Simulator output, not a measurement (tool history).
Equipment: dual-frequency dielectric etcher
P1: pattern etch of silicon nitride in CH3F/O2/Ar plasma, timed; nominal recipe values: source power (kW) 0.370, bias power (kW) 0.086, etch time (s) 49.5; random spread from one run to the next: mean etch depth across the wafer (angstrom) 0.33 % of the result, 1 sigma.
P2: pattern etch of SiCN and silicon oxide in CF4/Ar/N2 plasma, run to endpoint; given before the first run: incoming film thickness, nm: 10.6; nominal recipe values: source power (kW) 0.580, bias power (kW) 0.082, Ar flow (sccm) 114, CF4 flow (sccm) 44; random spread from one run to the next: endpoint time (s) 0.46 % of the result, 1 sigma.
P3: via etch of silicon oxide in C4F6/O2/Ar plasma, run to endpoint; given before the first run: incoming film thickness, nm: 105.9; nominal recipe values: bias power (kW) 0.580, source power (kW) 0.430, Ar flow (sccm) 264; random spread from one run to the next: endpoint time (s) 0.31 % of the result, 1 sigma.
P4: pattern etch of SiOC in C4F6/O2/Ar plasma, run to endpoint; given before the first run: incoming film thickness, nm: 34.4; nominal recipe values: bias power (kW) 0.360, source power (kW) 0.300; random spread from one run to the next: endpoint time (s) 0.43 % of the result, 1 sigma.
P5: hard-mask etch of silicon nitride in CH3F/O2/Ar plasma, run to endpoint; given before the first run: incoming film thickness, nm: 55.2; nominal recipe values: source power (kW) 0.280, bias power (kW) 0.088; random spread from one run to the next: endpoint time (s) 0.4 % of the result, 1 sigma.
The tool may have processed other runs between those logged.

| run | hour | process that ran | source power (kW) | bias power (kW) | etch time (s) | Ar flow (sccm) | CF4 flow (sccm) | hours since the last wet clean | hours since the last source power generator calibration | hours since the last bias power generator calibration | mean etch depth across the wafer (angstrom) | endpoint time (s) |
|---|---|---|---|---|---|---|---|---|---|---|---|---|
| 1 | 8.2 | P1 | 0.370 | 0.086 | 49.5 |  |  | 137.9 | 3400.5 | 1377.8 | 364.94 |  |
| 2 | 19.0 | P2 | 0.580 | 0.100 |  | 114 | 44 | 148.7 | 3411.3 | 1388.6 |  | 9.464 |
| 3 | 34.5 | P5 | 0.280 | 0.109 |  |  |  | 164.2 | 3426.8 | 1404.1 |  | 81.000 |
| 4 | 44.4 | P1 | 0.510 | 0.114 | 49.5 |  |  | 174.1 | 3436.7 | 1414.0 | 454.75 |  |
| 5 | 55.4 | P1 | 0.450 | 0.058 | 49.5 |  |  | 185.1 | 3447.7 | 1425.0 | 341.75 |  |
|  | 63.0 | bias power generator calibrated |
| 6 | 67.3 | P4 | 0.300 | 0.510 |  |  |  | 197.0 | 3459.6 | 4.3 |  | 12.283 |
| 7 | 79.8 | P3 | 0.430 | 0.580 |  | 264 |  | 209.5 | 3472.1 | 16.8 |  | 21.718 |
| 8 | 95.3 | P2 | 0.580 | 0.082 |  | 114 | 34 | 225.0 | 3487.6 | 32.3 |  | 10.599 |
| 9 | 111.1 | P4 | 0.300 | 0.360 |  |  |  | 240.8 | 3503.4 | 48.1 |  | 14.081 |
| 10 | 124.9 | P2 | 0.580 | 0.082 |  | 114 | 44 | 254.6 | 3517.2 | 61.9 |  | 10.145 |
| 11 | 132.2 | P1 | 0.370 | 0.086 | 49.5 |  |  | 261.9 | 3524.5 | 69.2 | 361.91 |  |
| 12 | 145.7 | P1 | 0.370 | 0.086 | 49.5 |  |  | 275.4 | 3538.0 | 82.7 | 364.22 |  |
| 13 | 157.6 | P3 | 0.550 | 0.580 |  | 264 |  | 287.3 | 3549.9 | 94.6 |  | 19.865 |
| 14 | 170.4 | P2 | 0.580 | 0.082 |  | 149 | 44 | 300.1 | 3562.7 | 107.4 |  | 10.680 |
| 15 | 179.7 | P1 | 0.370 | 0.086 | 72.5 |  |  | 309.4 | 3572.0 | 116.7 | 532.98 |  |
| 16 | 187.7 | P1 | 0.260 | 0.086 | 49.5 |  |  | 317.4 | 3580.0 | 124.7 | 319.86 |  |
| 17 | 194.8 | P1 | 0.370 | 0.104 | 49.5 |  |  | 324.5 | 3587.1 | 131.8 | 391.24 |  |
| 18 | 206.1 | P1 | 0.370 | 0.050 | 49.5 |  |  | 335.8 | 3598.4 | 143.1 | 301.96 |  |
| 19 | 217.1 | P2 | 0.370 | 0.082 |  | 114 | 44 | 346.8 | 3609.4 | 154.1 |  | 15.131 |
| 20 | 233.2 | P3 | 0.430 | 0.580 |  | 264 |  | 362.9 | 3625.5 | 170.2 |  | 21.658 |
| 21 | 249.3 | P5 | 0.280 | 0.088 |  |  |  | 379.0 | 3641.6 | 186.3 |  | 87.672 |
| 22 | 261.8 | P3 | 0.430 | 0.580 |  | 156 |  | 391.5 | 3654.1 | 198.8 |  | 20.545 |
| 23 | 275.4 | P1 | 0.370 | 0.086 | 49.5 |  |  | 405.1 | 3667.7 | 212.4 | 365.61 |  |
| 24 | 289.7 | P4 | 0.300 | 0.360 |  |  |  | 419.4 | 3682.0 | 226.7 |  | 14.112 |
| 25 | 302.9 | P1 | 0.370 | 0.086 | 49.5 |  |  | 432.6 | 3695.2 | 239.9 | 365.24 |  |
| 26 | 313.3 | P5 | 0.200 | 0.088 |  |  |  | 443.0 | 3705.6 | 250.3 |  | 98.674 |
| 27 | 326.8 | P2 | 0.580 | 0.082 |  | 114 | 44 | 456.5 | 3719.1 | 263.8 |  | 10.136 |
| 28 | 340.7 | P1 | 0.370 | 0.086 | 30.5 |  |  | 470.4 | 3733.0 | 277.7 | 222.59 |  |
|  | 353.4 | wet clean of the chamber |
| 29 | 355.1 | P3 | 0.430 | 0.790 |  | 264 |  | 1.7 | 3747.4 | 292.1 |  | 19.335 |
| 30 | 363.2 | P1 | 0.500 | 0.086 | 49.5 |  |  | 9.8 | 3755.5 | 300.2 | 406.54 |  |
| 31 | 373.8 | P4 | 0.190 | 0.360 |  |  |  | 20.4 | 3766.1 | 310.8 |  | 16.624 |
| 32 | 382.7 | P1 | 0.480 | 0.103 | 49.5 |  |  | 29.3 | 3775.0 | 319.7 | 425.42 |  |
| 33 | 393.5 | P1 | 0.370 | 0.086 | 49.5 |  |  | 40.1 | 3785.8 | 330.5 | 362.31 |  |
| 34 | 403.1 | P1 | 0.370 | 0.086 | 49.5 |  |  | 49.7 | 3795.4 | 340.1 | 359.78 |  |
| 35 | 415.5 | P1 | 0.370 | 0.086 | 49.5 |  |  | 62.1 | 3807.8 | 352.5 | 358.94 |  |
| 36 | 426.1 | P1 | 0.370 | 0.086 | 49.5 |  |  | 72.7 | 3818.4 | 363.1 | 358.05 |  |
| 37 | 435.8 | P1 | 0.370 | 0.086 | 49.5 |  |  | 82.4 | 3828.1 | 372.8 | 357.63 |  |
| 38 | 444.4 | P1 | 0.370 | 0.086 | 49.5 |  |  | 91.0 | 3836.7 | 381.4 | 356.17 |  |
|  | 447.6 | wet clean of the chamber |
| 39 | 457.9 | P1 | 0.370 | 0.086 | 49.5 |  |  | 10.4 | 3850.2 | 394.9 | 357.27 |  |
| 40 | 472.5 | P1 | 0.370 | 0.086 | 49.5 |  |  | 25.0 | 3864.8 | 409.5 | 357.32 |  |
| 41 | 480.5 | P1 | 0.370 | 0.086 | 49.5 |  |  | 33.0 | 3872.8 | 417.5 | 358.64 |  |

P1 no longer gives what it gave before; its output has crept away from where it was. The following 2 causes, each at its listed size, fit the log equally well:
A: bias power that arrives under what is set, % = 4.52
B: source power that arrives under what is set, % = 4.31
Creep in the process output first set in at about hour 393.5.
Other possible causes, and why each is ruled out:
chamber walls in a state that lowers the etch rate, %: serviced at hour 447.6, which brought nothing back

Which of the check runs below tells the causes apart, meaning the causes would give it clearly different results? Each run uses 3 wafers whose results are averaged, and each result is shown as a question mark.
| check 1 | 488.5 | P2 | 0.390 | 0.082 |  | 114 | 44 |  |  |  |  | ? |
| check 2 | 488.5 | P5 | 0.200 | 0.088 |  |  |  |  |  |  |  | ? |
| check 3 | 488.5 | P3 | 0.430 | 0.669 |  | 164 |  |  |  |  |  | ? |
| check 4 | 488.5 | P4 | 0.240 | 0.446 |  |  |  |  |  |  |  | ? |

If the cause were each of the candidates in turn, the checks would give the following:
| check | result | if A | if B |
|---|---|---|---|
| check 1 | endpoint time (s) | 14.602 | 14.905 |
| check 2 | endpoint time (s) | 100.740 | 100.640 |
| check 3 | endpoint time (s) | 19.919 | 19.883 |
| check 4 | endpoint time (s) | 14.408 | 14.391 |
Minimum pairwise separation of causes per check, each pair taken at its best-separating result: check 1 2.05 %; check 2 0.1 %; check 3 0.18 %; check 4 0.12 %
Check 1 tells the causes apart: in the others they would give nearly the same result.

Check 1 was then run and gave: endpoint time (s) 14.906. Which cause is it?

Of the candidate causes, it is B: source power that arrives under what is set, %.
